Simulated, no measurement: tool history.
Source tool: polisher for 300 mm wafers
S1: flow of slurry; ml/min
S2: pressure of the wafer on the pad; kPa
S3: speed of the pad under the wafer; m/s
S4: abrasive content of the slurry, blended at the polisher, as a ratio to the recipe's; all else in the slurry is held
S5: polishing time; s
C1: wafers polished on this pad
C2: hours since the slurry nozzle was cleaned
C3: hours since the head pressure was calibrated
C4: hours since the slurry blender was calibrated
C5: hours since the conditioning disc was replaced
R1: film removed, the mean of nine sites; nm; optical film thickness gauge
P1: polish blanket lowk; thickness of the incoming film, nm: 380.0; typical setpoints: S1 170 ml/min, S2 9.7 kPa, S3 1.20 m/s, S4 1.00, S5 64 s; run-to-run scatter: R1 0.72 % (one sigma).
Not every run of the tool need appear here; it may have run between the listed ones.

run 1 hour=8.1 | S1=170 S2=9.7 S3=1.20 S4=1.00 S5=64 | C1=273 C2=475.7 C3=840.5 C4=47.2 C5=288.0 | R1=19.3880
run 2 hour=15.8 | S1=170 S2=9.7 S3=1.20 S4=1.50 S5=64 | C1=367 C2=483.4 C3=848.2 C4=54.9 C5=295.7 | R1=22.5860
run 3 hour=22.1 | S1=170 S2=9.7 S3=1.20 S4=1.00 S5=64 | C1=444 C2=489.7 C3=854.5 C4=61.2 C5=302.0 | R1=19.2430
run 4 hour=31.7 | S1=170 S2=9.7 S3=1.20 S4=1.00 S5=37 | C1=562 C2=499.3 C3=864.1 C4=70.8 C5=311.6 | R1=10.9890
run 5 hour=38.7 | S1=100 S2=9.7 S3=1.20 S4=1.00 S5=64 | C1=647 C2=506.3 C3=871.1 C4=77.8 C5=318.6 | R1=17.2300
run 6 hour=50.0 | S1=170 S2=9.7 S3=0.80 S4=1.00 S5=64 | C1=786 C2=517.6 C3=882.4 C4=89.1 C5=329.9 | R1=13.9520
run 7 hour=57.7 | S1=170 S2=9.7 S3=1.20 S4=1.00 S5=64 | C1=880 C2=525.3 C3=890.1 C4=96.8 C5=337.6 | R1=19.4480
run 8 hour=67.4 | S1=170 S2=15.2 S3=1.20 S4=1.00 S5=64 | C1=999 C2=535.0 C3=899.8 C4=106.5 C5=347.3 | R1=30.1360
run 9 hour=75.3 | S1=170 S2=9.7 S3=1.20 S4=1.00 S5=64 | C1=1095 C2=542.9 C3=907.7 C4=114.4 C5=355.2 | R1=19.4120
run 10 hour=85.0 | S1=170 S2=9.7 S3=1.20 S4=1.00 S5=64 | C1=1214 C2=552.6 C3=917.4 C4=124.1 C5=364.9 | R1=19.1560
run 11 hour=91.2 | S1=170 S2=4.8 S3=1.20 S4=1.00 S5=64 | C1=1290 C2=558.8 C3=923.6 C4=130.3 C5=371.1 | R1=9.5425
run 12 hour=99.0 | S1=170 S2=13.1 S3=1.84 S4=1.00 S5=64 | C1=1385 C2=566.6 C3=931.4 C4=138.1 C5=378.9 | R1=36.8990
run 13 hour=107.0 | S1=170 S2=14.5 S3=1.20 S4=1.00 S5=42 | C1=1483 C2=574.6 C3=939.4 C4=146.1 C5=386.9 | R1=18.9220
run 14 hour=112.7 | S1=170 S2=9.7 S3=1.70 S4=1.00 S5=64 | C1=1553 C2=580.3 C3=945.1 C4=151.8 C5=392.6 | R1=25.1200
run 15 hour=119.3 | S1=225 S2=9.7 S3=1.20 S4=1.45 S5=64 | C1=1633 C2=586.9 C3=951.7 C4=158.4 C5=399.2 | R1=23.2510
run 16 hour=126.3 | S1=170 S2=9.7 S3=1.20 S4=1.00 S5=64 | C1=1719 C2=593.9 C3=958.7 C4=165.4 C5=406.2 | R1=19.2410
run 17 hour=133.5 | S1=270 S2=9.7 S3=1.20 S4=1.00 S5=64 | C1=1807 C2=601.1 C3=965.9 C4=172.6 C5=413.4 | R1=20.4330
run 18 hour=141.1 | S1=170 S2=9.7 S3=1.20 S4=1.00 S5=100 | C1=1900 C2=608.7 C3=973.5 C4=180.2 C5=421.0 | R1=29.8040
run 19 hour=151.6 | S1=170 S2=9.7 S3=1.20 S4=0.55 S5=64 | C1=2029 C2=619.2 C3=984.0 C4=190.7 C5=431.5 | R1=14.0150
run 20 hour=163.5 | S1=170 S2=9.7 S3=1.20 S4=1.00 S5=64 | C1=2174 C2=631.1 C3=995.9 C4=202.6 C5=443.4 | R1=19.1430
run 21 hour=175.2 | S1=170 S2=9.7 S3=1.20 S4=1.00 S5=64 | C1=2317 C2=642.8 C3=1007.6 C4=214.3 C5=455.1 | R1=18.0000

What will run 22 give?
run 22 hour=182.3 | S1=170 S2=9.7 S3=1.20 S4=1.00 S5=64 | C1=2404 C2=649.9 C3=1014.7 C4=221.4 C5=462.2 | R1=?

For run 22 the tool returned R1 17.8640 nm.

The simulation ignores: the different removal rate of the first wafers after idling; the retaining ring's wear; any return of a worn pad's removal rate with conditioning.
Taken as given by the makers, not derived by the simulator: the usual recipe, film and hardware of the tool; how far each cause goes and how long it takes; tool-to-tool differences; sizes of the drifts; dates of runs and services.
